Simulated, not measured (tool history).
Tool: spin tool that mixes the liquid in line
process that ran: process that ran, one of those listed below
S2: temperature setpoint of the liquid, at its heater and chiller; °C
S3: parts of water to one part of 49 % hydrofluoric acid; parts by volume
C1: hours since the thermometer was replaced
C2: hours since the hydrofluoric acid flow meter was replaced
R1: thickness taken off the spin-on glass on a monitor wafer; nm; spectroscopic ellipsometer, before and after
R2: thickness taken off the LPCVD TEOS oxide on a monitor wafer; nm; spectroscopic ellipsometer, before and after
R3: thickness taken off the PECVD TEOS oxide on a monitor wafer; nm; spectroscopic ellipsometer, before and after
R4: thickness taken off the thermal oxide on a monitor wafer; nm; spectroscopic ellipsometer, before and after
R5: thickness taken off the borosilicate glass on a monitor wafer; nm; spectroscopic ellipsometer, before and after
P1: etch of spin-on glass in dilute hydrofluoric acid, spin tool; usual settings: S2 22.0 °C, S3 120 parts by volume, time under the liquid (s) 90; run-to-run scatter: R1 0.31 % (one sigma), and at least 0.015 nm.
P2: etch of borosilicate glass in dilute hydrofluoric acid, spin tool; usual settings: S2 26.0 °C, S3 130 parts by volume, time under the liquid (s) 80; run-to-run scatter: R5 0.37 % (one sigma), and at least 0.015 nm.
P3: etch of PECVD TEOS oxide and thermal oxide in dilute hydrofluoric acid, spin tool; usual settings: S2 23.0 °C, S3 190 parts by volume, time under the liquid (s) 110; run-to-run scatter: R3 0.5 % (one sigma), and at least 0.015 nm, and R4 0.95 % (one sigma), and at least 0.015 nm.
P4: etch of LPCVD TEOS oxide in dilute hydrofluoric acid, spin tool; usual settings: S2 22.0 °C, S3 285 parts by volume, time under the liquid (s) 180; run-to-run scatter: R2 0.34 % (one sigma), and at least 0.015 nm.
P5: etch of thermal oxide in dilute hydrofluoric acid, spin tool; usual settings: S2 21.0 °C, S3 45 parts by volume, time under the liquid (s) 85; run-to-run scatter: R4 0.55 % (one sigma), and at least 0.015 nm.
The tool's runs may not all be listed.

Run 1, hour 9.9: process that ran P1, S2 22.0 °C, S3 120 parts by volume, time under the liquid (s) 90; C1 253.6; C2 1065.7. Result: R1 30.2350 nm.
Run 2, hour 21.3: process that ran P4, S2 22.0 °C, S3 475 parts by volume, time under the liquid (s) 180; C1 265.0; C2 1077.1. Result: R2 7.0936 nm.
Run 3, hour 33.4: process that ran P1, S2 22.0 °C, S3 120 parts by volume, time under the liquid (s) 90; C1 277.1; C2 1089.2. Result: R1 30.3400 nm.
Run 4, hour 46.1: process that ran P1, S2 17.0 °C, S3 120 parts by volume, time under the liquid (s) 90; C1 289.8; C2 1101.9. Result: R1 24.6870 nm.
Run 5, hour 60.1: process that ran P3, S2 23.0 °C, S3 190 parts by volume, time under the liquid (s) 195; C1 303.8; C2 1115.9. Result: R3 23.2290 nm, R4 4.1104 nm.
Run 6, hour 68.7: process that ran P1, S2 22.0 °C, S3 120 parts by volume, time under the liquid (s) 160; C1 312.4; C2 1124.5. Result: R1 53.9260 nm.
Run 7, hour 77.7: process that ran P4, S2 29.0 °C, S3 285 parts by volume, time under the liquid (s) 180; C1 321.4; C2 1133.5. Result: R2 17.8410 nm.
Run 8, hour 86.4: process that ran P1, S2 22.0 °C, S3 120 parts by volume, time under the liquid (s) 35; C1 330.1; C2 1142.2. Result: R1 11.7750 nm.
Run 9, hour 99.2: process that ran P3, S2 23.0 °C, S3 310 parts by volume, time under the liquid (s) 110; C1 342.9; C2 1155.0. Result: R3 7.1389 nm, R4 1.2415 nm.
Run 10, hour 107.1: process that ran P1, S2 22.0 °C, S3 120 parts by volume, time under the liquid (s) 90; C1 350.8; C2 1162.9. Result: R1 30.2750 nm.
Run 11, hour 122.0: process that ran P2, S2 26.0 °C, S3 130 parts by volume, time under the liquid (s) 80; C1 365.7; C2 1177.8. Result: R5 14.6750 nm.
Run 12, hour 130.2: process that ran P1, S2 22.0 °C, S3 215 parts by volume, time under the liquid (s) 90; C1 373.9; C2 1186.0. Result: R1 15.3980 nm.
Run 13, hour 142.6: process that ran P1, S2 22.0 °C, S3 40 parts by volume, time under the liquid (s) 90; C1 386.3; C2 1198.4. Result: R1 100.6100 nm.
Run 14, hour 151.1: process that ran P2, S2 32.0 °C, S3 130 parts by volume, time under the liquid (s) 80; C1 394.8; C2 1206.9. Result: R5 18.3060 nm.
At hour 159.7: hydrofluoric acid flow meter replaced.
Run 15, hour 163.8: process that ran P5, S2 21.0 °C, S3 20 parts by volume, time under the liquid (s) 85; C1 407.5; C2 4.2. Result: R4 19.5570 nm.
Run 16, hour 171.0: process that ran P1, S2 22.0 °C, S3 50 parts by volume, time under the liquid (s) 15; C1 414.7; C2 11.4. Result: R1 13.1880 nm.
Run 17, hour 181.2: process that ran P5, S2 21.0 °C, S3 45 parts by volume, time under the liquid (s) 160; C1 424.9; C2 21.6. Result: R4 15.8370 nm.
Run 18, hour 188.6: process that ran P5, S2 25.0 °C, S3 45 parts by volume, time under the liquid (s) 85; C1 432.3; C2 29.0. Result: R4 9.9039 nm.
Run 19, hour 198.9: process that ran P1, S2 22.0 °C, S3 120 parts by volume, time under the liquid (s) 90; C1 442.6; C2 39.3. Result: R1 30.3940 nm.
Run 20, hour 213.4: process that ran P4, S2 22.0 °C, S3 285 parts by volume, time under the liquid (s) 180; C1 457.1; C2 53.8. Result: R2 13.9890 nm.
Run 21, hour 223.4: process that ran P1, S2 22.0 °C, S3 120 parts by volume, time under the liquid (s) 90; C1 467.1; C2 63.8. Result: R1 30.3320 nm.
Run 22, hour 238.3: process that ran P1, S2 22.0 °C, S3 160 parts by volume, time under the liquid (s) 30; C1 482.0; C2 78.7. Result: R1 7.2557 nm.
Run 23, hour 253.5: process that ran P2, S2 26.0 °C, S3 130 parts by volume, time under the liquid (s) 135; C1 497.2; C2 93.9. Result: R5 24.6530 nm.
Run 24, hour 260.1: process that ran P1, S2 29.5 °C, S3 120 parts by volume, time under the liquid (s) 90; C1 503.8; C2 100.5. Result: R1 40.4450 nm.
Run 25, hour 267.7: process that ran P5, S2 21.0 °C, S3 45 parts by volume, time under the liquid (s) 85; C1 511.4; C2 108.1. Result: R4 8.4196 nm.
Run 26, hour 281.0: process that ran P1, S2 22.0 °C, S3 120 parts by volume, time under the liquid (s) 90; C1 524.7; C2 121.4. Result: R1 30.3290 nm.
Run 27, hour 290.5: process that ran P2, S2 26.0 °C, S3 235 parts by volume, time under the liquid (s) 80; C1 534.2; C2 130.9. Result: R5 7.1226 nm.
Run 28, hour 299.3: process that ran P3, S2 17.0 °C, S3 190 parts by volume, time under the liquid (s) 110; C1 543.0; C2 139.7. Result: R3 10.4140 nm, R4 1.7904 nm.
Run 29, hour 309.4: process that ran P3, S2 23.0 °C, S3 190 parts by volume, time under the liquid (s) 110; C1 553.1; C2 149.8. Result: R3 12.9750 nm, R4 2.3446 nm.
Run 30, hour 316.4: process that ran P4, S2 22.0 °C, S3 285 parts by volume, time under the liquid (s) 335; C1 560.1; C2 156.8. Result: R2 26.0630 nm.
Run 31, hour 325.4: process that ran P1, S2 22.0 °C, S3 120 parts by volume, time under the liquid (s) 90; C1 569.1; C2 165.8. Result: R1 30.2460 nm.
Run 32, hour 333.9: process that ran P1, S2 22.0 °C, S3 120 parts by volume, time under the liquid (s) 90; C1 577.6; C2 174.3. Result: R1 31.1030 nm.
Run 33, hour 348.3: process that ran P1, S2 22.0 °C, S3 120 parts by volume, time under the liquid (s) 90; C1 592.0; C2 188.7. Result: R1 31.7360 nm.

The next listed run, before its measurement:
Run 34, hour 360.0: process that ran P1, S2 22.0 °C, S3 120 parts by volume, time under the liquid (s) 90; C1 603.7; C2 200.4. Result: R1 ?.

{"run 34": {"R1": 32.047}}
